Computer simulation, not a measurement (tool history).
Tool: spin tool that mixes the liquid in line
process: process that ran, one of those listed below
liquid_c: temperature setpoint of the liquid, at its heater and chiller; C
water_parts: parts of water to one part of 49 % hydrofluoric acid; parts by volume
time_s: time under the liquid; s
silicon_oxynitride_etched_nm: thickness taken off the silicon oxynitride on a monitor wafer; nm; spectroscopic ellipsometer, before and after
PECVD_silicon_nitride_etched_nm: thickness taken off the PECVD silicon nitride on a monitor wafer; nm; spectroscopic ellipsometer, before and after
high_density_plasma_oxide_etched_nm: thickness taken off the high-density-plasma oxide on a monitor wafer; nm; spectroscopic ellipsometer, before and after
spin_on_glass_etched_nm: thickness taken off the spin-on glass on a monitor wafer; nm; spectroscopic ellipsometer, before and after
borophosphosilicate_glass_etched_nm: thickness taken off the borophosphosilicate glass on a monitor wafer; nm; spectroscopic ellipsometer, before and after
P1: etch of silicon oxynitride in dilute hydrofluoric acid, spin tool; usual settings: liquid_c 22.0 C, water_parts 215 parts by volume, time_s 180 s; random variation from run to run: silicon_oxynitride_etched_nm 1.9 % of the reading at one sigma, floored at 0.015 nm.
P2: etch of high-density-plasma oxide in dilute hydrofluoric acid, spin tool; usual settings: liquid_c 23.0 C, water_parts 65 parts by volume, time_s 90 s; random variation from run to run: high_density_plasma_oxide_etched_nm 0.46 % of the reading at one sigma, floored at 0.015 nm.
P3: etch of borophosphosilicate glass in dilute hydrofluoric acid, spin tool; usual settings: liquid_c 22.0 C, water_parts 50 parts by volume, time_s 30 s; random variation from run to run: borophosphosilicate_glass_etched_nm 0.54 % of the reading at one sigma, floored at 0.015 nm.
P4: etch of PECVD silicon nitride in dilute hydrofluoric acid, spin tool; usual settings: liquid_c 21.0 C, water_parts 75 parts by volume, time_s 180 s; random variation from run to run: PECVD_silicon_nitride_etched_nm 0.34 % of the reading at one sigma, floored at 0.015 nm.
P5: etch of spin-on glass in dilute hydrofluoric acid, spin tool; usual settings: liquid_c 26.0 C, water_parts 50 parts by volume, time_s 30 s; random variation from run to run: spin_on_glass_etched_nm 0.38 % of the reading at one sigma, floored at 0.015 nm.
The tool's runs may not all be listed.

| run | hour | process | liquid_c | water_parts | time_s | hours since the thermometer was replaced | hours since the hydrofluoric acid flow meter was replaced | silicon_oxynitride_etched_nm | PECVD_silicon_nitride_etched_nm | high_density_plasma_oxide_etched_nm | spin_on_glass_etched_nm | borophosphosilicate_glass_etched_nm |
|---|---|---|---|---|---|---|---|---|---|---|---|---|
| 1 | 5.1 | P1 | 22.0 | 215 | 180 | 930.7 | 222.4 | 1.34630 |  |  |  |  |
| 2 | 9.2 | P4 | 21.0 | 75 | 180 | 934.8 | 226.5 |  | 8.8306 |  |  |  |
| 3 | 11.6 | P2 | 23.0 | 90 | 90 | 937.2 | 228.9 |  |  | 7.4922 |  |  |
| 4 | 16.2 | P1 | 22.0 | 215 | 40 | 941.8 | 233.5 | 0.29460 |  |  |  |  |
| 5 | 19.6 | P4 | 21.0 | 75 | 330 | 945.2 | 236.9 |  | 16.1460 |  |  |  |
| 6 | 24.2 | P5 | 30.5 | 50 | 30 | 949.8 | 241.5 |  |  |  | 40.000 |  |
| 7 | 26.5 | P1 | 22.0 | 70 | 95 | 952.1 | 243.8 | 2.35980 |  |  |  |  |
| 8 | 30.2 | P1 | 22.0 | 215 | 180 | 955.8 | 247.5 | 1.38900 |  |  |  |  |
| 9 | 33.7 | P2 | 23.0 | 65 | 90 | 959.3 | 251.0 |  |  | 10.6910 |  |  |
| 10 | 36.6 | P3 | 22.0 | 50 | 15 | 962.2 | 253.9 |  |  |  |  | 14.629 |
| 11 | 40.1 | P1 | 28.5 | 215 | 40 | 965.7 | 257.4 | 0.40658 |  |  |  |  |
| 12 | 43.4 | P1 | 26.0 | 215 | 180 | 969.0 | 260.7 | 1.58050 |  |  |  |  |
| 13 | 46.5 | P1 | 22.0 | 330 | 180 | 972.1 | 263.8 | 0.81683 |  |  |  |  |
| 14 | 50.8 | P4 | 17.0 | 75 | 180 | 976.4 | 268.1 |  | 6.7021 |  |  |  |
| 15 | 54.1 | P5 | 26.0 | 85 | 30 | 979.7 | 271.4 |  |  |  | 18.794 |  |
| 16 | 58.2 | P3 | 22.0 | 50 | 30 | 983.8 | 275.5 |  |  |  |  | 28.801 |
|  | 60.4 | hydrofluoric acid flow meter replaced |
| 17 | 62.4 | P1 | 22.0 | 215 | 295 | 988.0 | 2.0 | 2.16410 |  |  |  |  |
| 18 | 65.2 | P5 | 26.0 | 50 | 15 | 990.8 | 4.8 |  |  |  | 16.653 |  |
| 19 | 68.3 | P1 | 22.0 | 215 | 180 | 993.9 | 7.9 | 1.31480 |  |  |  |  |
| 20 | 72.5 | P2 | 23.0 | 65 | 90 | 998.1 | 12.1 |  |  | 10.6590 |  |  |
| 21 | 76.3 | P2 | 23.0 | 65 | 30 | 1001.9 | 15.9 |  |  | 3.5668 |  |  |
| 22 | 78.6 | P1 | 22.0 | 105 | 290 | 1004.2 | 18.2 | 4.73450 |  |  |  |  |
| 23 | 82.9 | P3 | 17.0 | 50 | 30 | 1008.5 | 22.5 |  |  |  |  | 23.457 |
| 24 | 85.4 | P1 | 22.0 | 125 | 180 | 1011.0 | 25.0 | 2.49640 |  |  |  |  |
| 25 | 88.3 | P3 | 22.0 | 30 | 30 | 1013.9 | 27.9 |  |  |  |  | 49.701 |
| 26 | 92.3 | P5 | 26.0 | 50 | 30 | 1017.9 | 31.9 |  |  |  | 33.502 |  |
| 27 | 96.7 | P2 | 19.0 | 65 | 90 | 1022.3 | 36.3 |  |  | 9.0804 |  |  |
| 28 | 100.2 | P1 | 17.0 | 215 | 180 | 1025.8 | 39.8 | 1.09570 |  |  |  |  |
| 29 | 103.7 | P4 | 21.0 | 115 | 180 | 1029.3 | 43.3 |  | 5.8216 |  |  |  |
| 30 | 106.7 | P1 | 22.0 | 215 | 180 | 1032.3 | 46.3 | 1.31630 |  |  |  |  |
| 31 | 111.1 | P1 | 22.0 | 215 | 180 | 1036.7 | 50.7 | 1.36020 |  |  |  |  |
| 32 | 115.2 | P1 | 22.0 | 215 | 180 | 1040.8 | 54.8 | 1.28360 |  |  |  |  |
| 33 | 119.8 | P1 | 22.0 | 215 | 180 | 1045.4 | 59.4 | 1.17770 |  |  |  |  |
| 34 | 122.3 | P1 | 22.0 | 215 | 180 | 1047.9 | 61.9 | 1.22930 |  |  |  |  |
| 35 | 124.6 | P1 | 22.0 | 215 | 180 | 1050.2 | 64.2 | 1.26190 |  |  |  |  |
| 36 | 128.0 | P1 | 22.0 | 215 | 180 | 1053.6 | 67.6 | 1.23450 |  |  |  |  |
| 37 | 131.1 | P1 | 22.0 | 215 | 180 | 1056.7 | 70.7 | 1.23110 |  |  |  |  |
| 38 | 135.2 | P1 | 22.0 | 215 | 180 | 1060.8 | 74.8 | 1.23180 |  |  |  |  |
| 39 | 139.9 | P1 | 22.0 | 215 | 180 | 1065.5 | 79.5 | 1.20570 |  |  |  |  |

P1 has crept away from where it was. The log is fitted equally well by each of these 2 causes, at the sizes shown:
A: hydrofluoric acid flow below the setpoint (%) = 9.09
B: liquid colder than its thermometer reads (K) = 2.41
The onset of the drift is placed at about hour 111.1.

Which of the 4 check runs listed below separates the causes, so that each cause would produce a clearly different result? Each run uses one wafer, and its results are marked with question marks.
| check 1 | 144.6 | P2 | 23.0 | 65 | 90 |  |  |  |  | ? |  |  |
| check 2 | 144.6 | P3 | 22.0 | 50 | 30 |  |  |  |  |  |  | ? |
| check 3 | 144.6 | P4 | 21.0 | 75 | 180 |  |  |  | ? |  |  |  |
| check 4 | 144.6 | P5 | 26.0 | 50 | 30 |  |  |  |  |  | ? |  |

Predicted outcomes, by check and by cause:
| check | result | if A | if B |
|---|---|---|---|
| check 1 | high_density_plasma_oxide_etched_nm | 9.6326 | 9.6681 |
| check 2 | borophosphosilicate_glass_etched_nm | 26.396 | 26.393 |
| check 3 | PECVD_silicon_nitride_etched_nm | 8.0674 | 7.5013 |
| check 4 | spin_on_glass_etched_nm | 30.189 | 30.300 |
Distance between the nearest two causes, measured in the result of the check that separates them most: check 1 0.37 %; check 2 0.01 %; check 3 7.28 %; check 4 0.37 %
Check 3 tells the causes apart: in the others they would give nearly the same result.

Here is what check 3 returned: PECVD_silicon_nitride_etched_nm 8.0595 nm. Which cause is it?

Of the candidate causes, it is A: hydrofluoric acid flow below the setpoint (%).
